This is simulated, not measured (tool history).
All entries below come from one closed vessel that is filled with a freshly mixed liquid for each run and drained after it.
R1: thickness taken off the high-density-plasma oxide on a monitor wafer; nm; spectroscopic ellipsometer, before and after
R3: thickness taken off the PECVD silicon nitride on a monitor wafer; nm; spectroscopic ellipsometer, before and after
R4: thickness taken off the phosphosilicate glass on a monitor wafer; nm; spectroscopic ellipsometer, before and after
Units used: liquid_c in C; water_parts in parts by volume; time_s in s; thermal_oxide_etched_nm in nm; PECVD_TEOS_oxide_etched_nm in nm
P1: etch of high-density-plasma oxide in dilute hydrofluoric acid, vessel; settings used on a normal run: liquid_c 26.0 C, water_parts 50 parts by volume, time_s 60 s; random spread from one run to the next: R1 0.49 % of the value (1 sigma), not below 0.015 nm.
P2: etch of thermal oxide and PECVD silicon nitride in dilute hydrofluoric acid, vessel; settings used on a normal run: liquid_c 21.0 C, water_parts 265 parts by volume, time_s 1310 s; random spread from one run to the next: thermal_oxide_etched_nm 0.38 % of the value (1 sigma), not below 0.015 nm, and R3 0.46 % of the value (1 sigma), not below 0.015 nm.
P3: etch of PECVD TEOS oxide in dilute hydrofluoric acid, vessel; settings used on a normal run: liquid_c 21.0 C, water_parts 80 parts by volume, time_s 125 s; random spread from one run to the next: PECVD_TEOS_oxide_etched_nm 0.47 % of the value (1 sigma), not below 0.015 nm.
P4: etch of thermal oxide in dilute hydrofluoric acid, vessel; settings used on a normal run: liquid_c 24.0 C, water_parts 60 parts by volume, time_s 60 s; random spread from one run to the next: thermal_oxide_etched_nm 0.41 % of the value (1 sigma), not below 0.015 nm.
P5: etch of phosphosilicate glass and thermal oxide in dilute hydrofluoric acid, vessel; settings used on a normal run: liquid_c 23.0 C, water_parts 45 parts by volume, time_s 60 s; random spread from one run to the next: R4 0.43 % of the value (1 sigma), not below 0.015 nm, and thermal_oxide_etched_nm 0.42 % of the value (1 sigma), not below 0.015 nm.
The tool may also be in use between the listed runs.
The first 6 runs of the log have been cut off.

Run 7, day 3.150: process P1, liquid_c 26.0 C, water_parts 50 parts by volume, time_s 60 s. Result: R1 8.7500 nm.
Run 8, day 3.571: process P1, liquid_c 33.0 C, water_parts 25 parts by volume, time_s 60 s. Result: R1 23.8570 nm.
Run 9, day 4.008: process P1, liquid_c 33.5 C, water_parts 50 parts by volume, time_s 60 s. Result: R1 11.6180 nm.
Run 10, day 4.621: process P2, liquid_c 21.0 C, water_parts 265 parts by volume, time_s 2195 s. Result: thermal_oxide_etched_nm 28.3550 nm, R3 19.446 nm.
Run 11, day 5.125: process P2, liquid_c 21.0 C, water_parts 155 parts by volume, time_s 1310 s. Result: thermal_oxide_etched_nm 32.0730 nm, R3 19.763 nm.
Run 12, day 5.671: process P1, liquid_c 26.0 C, water_parts 50 parts by volume, time_s 60 s. Result: R1 8.7002 nm.
Run 13, day 6.067: process P1, liquid_c 33.5 C, water_parts 25 parts by volume, time_s 60 s. Result: R1 24.4050 nm.
Run 14, day 6.462: process P2, liquid_c 21.0 C, water_parts 265 parts by volume, time_s 1310 s. Result: thermal_oxide_etched_nm 16.9290 nm, R3 11.692 nm.
Run 15, day 7.133: process P4, liquid_c 24.0 C, water_parts 60 parts by volume, time_s 60 s. Result: thermal_oxide_etched_nm 4.9929 nm.
Run 16, day 7.783: process P5, liquid_c 23.0 C, water_parts 45 parts by volume, time_s 60 s. Result: thermal_oxide_etched_nm 6.2923 nm, R4 161.94 nm.
Run 17, day 8.317: process P1, liquid_c 26.0 C, water_parts 50 parts by volume, time_s 60 s. Result: R1 8.7545 nm.
Run 18, day 9.062: process P3, liquid_c 17.0 C, water_parts 80 parts by volume, time_s 125 s. Result: PECVD_TEOS_oxide_etched_nm 24.290 nm.
Run 19, day 9.508: process P1, liquid_c 26.0 C, water_parts 50 parts by volume, time_s 60 s. Result: R1 8.6921 nm.
Run 20, day 10.188: process P3, liquid_c 21.0 C, water_parts 145 parts by volume, time_s 125 s. Result: PECVD_TEOS_oxide_etched_nm 14.792 nm.
Run 21, day 10.742: process P5, liquid_c 23.0 C, water_parts 20 parts by volume, time_s 60 s. Result: thermal_oxide_etched_nm 14.6690 nm, R4 376.62 nm.

Expected results for the next run?
Run 22, day 11.412: process P4, liquid_c 24.0 C, water_parts 60 parts by volume, time_s 60 s. Result: thermal_oxide_etched_nm ?.

thermal_oxide_etched_nm: 5.0405 nm
